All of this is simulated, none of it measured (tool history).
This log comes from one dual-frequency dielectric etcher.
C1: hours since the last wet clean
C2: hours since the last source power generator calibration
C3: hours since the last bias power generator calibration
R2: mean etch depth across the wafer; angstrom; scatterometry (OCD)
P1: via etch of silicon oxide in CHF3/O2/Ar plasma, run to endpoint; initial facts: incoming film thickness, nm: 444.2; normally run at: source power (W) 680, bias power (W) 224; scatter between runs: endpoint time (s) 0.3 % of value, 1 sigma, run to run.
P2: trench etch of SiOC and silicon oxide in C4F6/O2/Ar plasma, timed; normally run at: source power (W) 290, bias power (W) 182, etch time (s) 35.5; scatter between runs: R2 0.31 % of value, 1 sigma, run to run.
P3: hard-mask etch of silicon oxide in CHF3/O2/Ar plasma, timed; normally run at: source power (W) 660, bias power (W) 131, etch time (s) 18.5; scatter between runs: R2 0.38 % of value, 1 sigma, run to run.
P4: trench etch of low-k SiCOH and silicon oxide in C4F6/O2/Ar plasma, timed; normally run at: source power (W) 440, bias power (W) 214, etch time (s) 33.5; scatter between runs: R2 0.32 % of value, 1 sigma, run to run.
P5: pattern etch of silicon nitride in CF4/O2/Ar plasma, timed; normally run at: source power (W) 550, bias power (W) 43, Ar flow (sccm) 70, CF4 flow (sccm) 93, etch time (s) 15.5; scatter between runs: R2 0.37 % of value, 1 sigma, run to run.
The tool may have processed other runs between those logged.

Run 1, hour 11.8: process that ran P1, source power (W) 680, bias power (W) 224; C1 257.9; C2 538.1; C3 1508.6. Result: endpoint time (s) 204.2.
Run 2, hour 27.6: process that ran P1, source power (W) 500, bias power (W) 305; C1 273.7; C2 553.9; C3 1524.4. Result: endpoint time (s) 203.31.
Run 3, hour 36.6: process that ran P1, source power (W) 850, bias power (W) 224; C1 282.7; C2 562.9; C3 1533.4. Result: endpoint time (s) 187.39.
Run 4, hour 44.9: process that ran P4, source power (W) 440, bias power (W) 214, etch time (s) 33.5; C1 291; C2 571.2; C3 1541.7. Result: R2 1147.2 angstrom.
Run 5, hour 52.9: process that ran P2, source power (W) 180, bias power (W) 182, etch time (s) 35.5; C1 299; C2 579.2; C3 1549.7. Result: R2 530.59 angstrom.
Run 6, hour 66.7: process that ran P1, source power (W) 500, bias power (W) 224; C1 312.8; C2 593; C3 1563.5. Result: endpoint time (s) 229.04.
Run 7, hour 80: process that ran P1, source power (W) 540, bias power (W) 267; C1 326.1; C2 606.3; C3 1576.8. Result: endpoint time (s) 207.57.
Run 8, hour 94.4: process that ran P3, source power (W) 660, bias power (W) 79, etch time (s) 18.5; C1 340.5; C2 620.7; C3 1591.2. Result: R2 296.69 angstrom.
Run 9, hour 109.4: process that ran P4, source power (W) 440, bias power (W) 214, etch time (s) 33.5; C1 355.5; C2 635.7; C3 1606.2. Result: R2 1145.8 angstrom.
Run 10, hour 118.8: process that ran P1, source power (W) 680, bias power (W) 311; C1 364.9; C2 645.1; C3 1615.6. Result: endpoint time (s) 180.7.
Run 11, hour 135.5: process that ran P5, source power (W) 700, bias power (W) 43, etch time (s) 15.5, Ar flow (sccm) 70, CF4 flow (sccm) 93; C1 381.6; C2 661.8; C3 1632.3. Result: R2 391.14 angstrom.
Run 12, hour 143.9: process that ran P5, source power (W) 550, bias power (W) 43, etch time (s) 11.5, Ar flow (sccm) 70, CF4 flow (sccm) 93; C1 390; C2 670.2; C3 1640.7. Result: R2 234.82 angstrom.
Run 13, hour 160.2: process that ran P3, source power (W) 660, bias power (W) 131, etch time (s) 18.5; C1 406.3; C2 686.5; C3 1657. Result: R2 344.75 angstrom.
Run 14, hour 172.3: process that ran P3, source power (W) 660, bias power (W) 131, etch time (s) 23.5; C1 418.4; C2 698.6; C3 1669.1. Result: R2 438.23 angstrom.
Run 15, hour 186.2: process that ran P1, source power (W) 680, bias power (W) 182; C1 432.3; C2 712.5; C3 1683. Result: endpoint time (s) 218.25.
Run 16, hour 198.6: process that ran P5, source power (W) 550, bias power (W) 43, etch time (s) 15.5, Ar flow (sccm) 54, CF4 flow (sccm) 93; C1 444.7; C2 724.9; C3 1695.4. Result: R2 323.36 angstrom.
Run 17, hour 208.7: process that ran P2, source power (W) 290, bias power (W) 227, etch time (s) 35.5; C1 454.8; C2 735; C3 1705.5. Result: R2 692.07 angstrom.
Run 18, hour 223.2: process that ran P4, source power (W) 270, bias power (W) 214, etch time (s) 33.5; C1 469.3; C2 749.5; C3 1720. Result: R2 946.57 angstrom.
Run 19, hour 237.1: process that ran P1, source power (W) 820, bias power (W) 286; C1 483.2; C2 763.4; C3 1733.9. Result: endpoint time (s) 173.96.
Run 20, hour 246.7: process that ran P2, source power (W) 290, bias power (W) 182, etch time (s) 35.5; C1 492.8; C2 773; C3 1743.5. Result: R2 640.49 angstrom.
Run 21, hour 262.8: process that ran P4, source power (W) 440, bias power (W) 214, etch time (s) 47; C1 508.9; C2 789.1; C3 1759.6. Result: R2 1604.6 angstrom.
Run 22, hour 273.5: process that ran P1, source power (W) 680, bias power (W) 224; C1 519.6; C2 799.8; C3 1770.3. Result: endpoint time (s) 203.12.
Run 23, hour 287.7: process that ran P3, source power (W) 500, bias power (W) 131, etch time (s) 18.5; C1 533.8; C2 814; C3 1784.5. Result: R2 308.43 angstrom.
Run 24, hour 304.8: process that ran P1, source power (W) 680, bias power (W) 224; C1 550.9; C2 831.1; C3 1801.6. Result: endpoint time (s) 203.09.
Run 25, hour 314.5: process that ran P5, source power (W) 550, bias power (W) 43, etch time (s) 15.5, Ar flow (sccm) 70, CF4 flow (sccm) 93; C1 560.6; C2 840.8; C3 1811.3. Result: R2 315.15 angstrom.
Run 26, hour 324.8: process that ran P4, source power (W) 440, bias power (W) 280, etch time (s) 33.5; C1 570.9; C2 851.1; C3 1821.6. Result: R2 1263.3 angstrom.
Run 27, hour 334.9: process that ran P5, source power (W) 550, bias power (W) 43, etch time (s) 15.5, Ar flow (sccm) 70, CF4 flow (sccm) 116; C1 581; C2 861.2; C3 1831.7. Result: R2 323.02 angstrom.
Run 28, hour 347.1: process that ran P2, source power (W) 290, bias power (W) 182, etch time (s) 46; C1 593.2; C2 873.4; C3 1843.9. Result: R2 831.17 angstrom.
Run 29, hour 361.5: process that ran P5, source power (W) 550, bias power (W) 43, etch time (s) 15.5, Ar flow (sccm) 70, CF4 flow (sccm) 93; C1 607.6; C2 887.8; C3 1858.3. Result: R2 314.15 angstrom.
Run 30, hour 376.3: process that ran P1, source power (W) 680, bias power (W) 224; C1 622.4; C2 902.6; C3 1873.1. Result: endpoint time (s) 203.81.
Run 31, hour 392.5: process that ran P5, source power (W) 550, bias power (W) 58, etch time (s) 15.5, Ar flow (sccm) 70, CF4 flow (sccm) 93; C1 638.6; C2 918.8; C3 1889.3. Result: R2 353.43 angstrom.
Run 32, hour 402.8: process that ran P1, source power (W) 680, bias power (W) 224; C1 648.9; C2 929.1; C3 1899.6. Result: endpoint time (s) 203.14.
Run 33, hour 418.6: process that ran P1, source power (W) 680, bias power (W) 224; C1 664.7; C2 944.9; C3 1915.4. Result: endpoint time (s) 203.05.
Run 34, hour 426.3: process that ran P1, source power (W) 680, bias power (W) 224; C1 672.4; C2 952.6; C3 1923.1. Result: endpoint time (s) 203.79.
Run 35, hour 436.1: process that ran P1, source power (W) 680, bias power (W) 224; C1 682.2; C2 962.4; C3 1932.9. Result: endpoint time (s) 204.67.
Run 36, hour 449.7: process that ran P1, source power (W) 680, bias power (W) 224; C1 695.8; C2 976; C3 1946.5. Result: endpoint time (s) 204.39.
At hour 458.7: wet clean of the chamber.
Run 37, hour 463: process that ran P1, source power (W) 680, bias power (W) 224; C1 4.3; C2 989.3; C3 1959.8. Result: endpoint time (s) 206.11.
Run 38, hour 476.1: process that ran P1, source power (W) 680, bias power (W) 224; C1 17.4; C2 1002.4; C3 1972.9. Result: endpoint time (s) 206.41.
Run 39, hour 484.3: process that ran P1, source power (W) 680, bias power (W) 224; C1 25.6; C2 1010.6; C3 1981.1. Result: endpoint time (s) 206.43.
Run 40, hour 500.4: process that ran P1, source power (W) 680, bias power (W) 224; C1 41.7; C2 1026.7; C3 1997.2. Result: endpoint time (s) 206.93.
Run 41, hour 509.6: process that ran P1, source power (W) 680, bias power (W) 224; C1 50.9; C2 1035.9; C3 2006.4. Result: endpoint time (s) 206.05.
Run 42, hour 518.5: process that ran P1, source power (W) 680, bias power (W) 224; C1 59.8; C2 1044.8; C3 2015.3. Result: endpoint time (s) 205.16.

Compared with where it was, what P1 gives has crept away. Each cause listed below fits the log as well as the rest, at the size given for it:
A: source power that arrives under what is set, % = 3.91
B: bias power that arrives under what is set, % = 4.26
The onset of the drift is placed at about hour 418.6.
Why every other cause is out:
chamber walls in a state that lowers the etch rate, %: serviced after onset, at hour 458.7, with no recovery of the prior output

The list below offers 4 check runs, each averaging the results of 2 wafers, and shows each result as a question mark. For which of them would the listed causes give clearly different results?
Run check 1, hour 527.4: process that ran P3, source power (W) 660, bias power (W) 83, etch time (s) 23. Result: R2 ?.
Run check 2, hour 527.4: process that ran P2, source power (W) 290, bias power (W) 215, etch time (s) 42.5. Result: R2 ?.
Run check 3, hour 527.4: process that ran P5, source power (W) 650, bias power (W) 43, etch time (s) 15.5, Ar flow (sccm) 70, CF4 flow (sccm) 112. Result: R2 ?.
Run check 4, hour 527.4: process that ran P4, source power (W) 350, bias power (W) 214, etch time (s) 44.5. Result: R2 ?.

If the cause were each of the candidates in turn, the checks would give the following:
  check  result    if A    if B
check 1      R2   368.3  369.83
check 2      R2   798.7  799.26
check 3      R2  361.08  368.66
check 4      R2  1374.4  1375.8
Per check, the gap between the least separated pair of causes, taken in the result that splits them most: check 1 0.41 %; check 2 0.07 %; check 3 2.08 %; check 4 0.1 %
Only in check 3 would the causes give clearly different results; in the remaining checks their results would be nearly the same.

The results of check 3 are: R2 360.46 angstrom. Based on these, which of the listed causes is it?

It is A: source power that arrives under what is set, %.
